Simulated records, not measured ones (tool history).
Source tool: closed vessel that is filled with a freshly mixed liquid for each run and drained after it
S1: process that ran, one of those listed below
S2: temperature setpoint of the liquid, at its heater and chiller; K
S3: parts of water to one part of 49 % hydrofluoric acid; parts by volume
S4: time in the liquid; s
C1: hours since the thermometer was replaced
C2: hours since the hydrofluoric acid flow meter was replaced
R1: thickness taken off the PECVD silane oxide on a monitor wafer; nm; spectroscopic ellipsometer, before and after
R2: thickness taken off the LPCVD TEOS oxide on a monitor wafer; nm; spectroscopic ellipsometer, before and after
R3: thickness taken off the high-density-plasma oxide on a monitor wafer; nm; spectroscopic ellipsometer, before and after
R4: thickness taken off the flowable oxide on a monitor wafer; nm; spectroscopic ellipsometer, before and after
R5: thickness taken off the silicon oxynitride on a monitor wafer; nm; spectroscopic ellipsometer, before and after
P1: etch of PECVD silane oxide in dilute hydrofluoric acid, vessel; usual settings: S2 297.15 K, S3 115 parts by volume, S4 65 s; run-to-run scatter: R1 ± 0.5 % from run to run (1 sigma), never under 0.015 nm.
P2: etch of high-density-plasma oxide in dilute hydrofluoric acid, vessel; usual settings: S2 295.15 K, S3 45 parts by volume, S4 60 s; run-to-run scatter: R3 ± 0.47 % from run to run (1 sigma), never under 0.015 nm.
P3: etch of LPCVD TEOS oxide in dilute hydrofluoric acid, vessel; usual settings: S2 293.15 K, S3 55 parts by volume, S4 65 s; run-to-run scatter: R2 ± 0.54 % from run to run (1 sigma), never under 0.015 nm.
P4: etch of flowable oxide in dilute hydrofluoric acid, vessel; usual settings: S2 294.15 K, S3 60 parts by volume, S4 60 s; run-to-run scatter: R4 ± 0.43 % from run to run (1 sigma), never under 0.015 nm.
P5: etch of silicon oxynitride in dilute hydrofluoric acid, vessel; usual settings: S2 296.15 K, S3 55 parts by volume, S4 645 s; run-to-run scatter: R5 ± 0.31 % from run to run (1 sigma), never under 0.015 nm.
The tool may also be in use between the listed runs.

run,hour,S1,S2,S3,S4,C1,C2,R1,R2,R3,R4,R5
1,6,P1,297.15,115,65,506.8,345.2,26.887,,,,
2,11.7,P1,297.15,215,65,512.5,350.9,12.822,,,,
3,16.7,P1,297.15,115,65,517.5,355.9,27.07,,,,
4,20,P3,299.65,55,65,520.8,359.2,,40.5,,,
5,22.8,P3,293.15,55,30,523.6,362,,14.344,,,
6,26.5,P1,303.65,115,115,527.3,365.7,60.841,,,,
7,32.4,P1,297.15,115,65,533.2,371.6,26.849,,,,
8,35.7,P2,295.15,45,60,536.5,374.9,,,7.1315,,
# hour 37: hydrofluoric acid flow meter replaced
9,39.7,P1,297.15,50,65,540.5,2.8,67.129,,,,
10,45.1,P4,294.15,60,115,545.9,8.2,,,,64.572,
11,49.1,P1,297.15,115,100,549.9,12.2,42.001,,,,
12,53.1,P1,297.15,115,65,553.9,16.2,26.878,,,,
13,58.1,P1,303.15,115,65,558.9,21.2,34.165,,,,
14,63.3,P2,295.15,70,60,564.1,26.4,,,4.463,,
15,67.5,P1,291.65,115,65,568.3,30.6,21.605,,,,
16,73.6,P4,294.15,105,60,574.4,36.7,,,,18.185,
17,77.5,P4,300.65,60,60,578.3,40.6,,,,43.819,
18,83.2,P4,294.15,60,60,584,46.3,,,,33.46,
19,87.4,P3,293.15,55,65,588.2,50.5,,31.174,,,
20,90.8,P4,294.15,60,60,591.6,53.9,,,,33.538,
21,95.9,P1,297.15,115,65,596.7,59,27.058,,,,
22,100.4,P1,297.15,30,30,601.2,63.5,53.183,,,,
23,103.7,P5,296.15,20,645,604.5,66.8,,,,,117.66
24,108.9,P2,295.15,45,100,609.7,72,,,11.814,,
25,112.9,P1,297.15,115,65,613.7,76,26.934,,,,
26,118.8,P5,296.15,55,645,619.6,81.9,,,,,41.894
27,124.3,P3,293.15,30,65,625.1,87.4,,58.284,,,
28,127.8,P5,296.15,55,205,628.6,90.9,,,,,13.324
29,133.4,P3,293.15,55,65,634.2,96.5,,31.21,,,
30,137.7,P5,296.15,55,645,638.5,100.8,,,,,41.918
31,141,P5,290.15,55,645,641.8,104.1,,,,,30.879
32,146.4,P1,297.15,115,30,647.2,109.5,12.313,,,,
33,151.3,P2,290.15,45,60,652.1,114.4,,,5.7388,,

The next listed run, before its measurement:
34,157.1,P1,297.15,115,65,657.9,120.2,?,,,,

R1: 27.333 nm
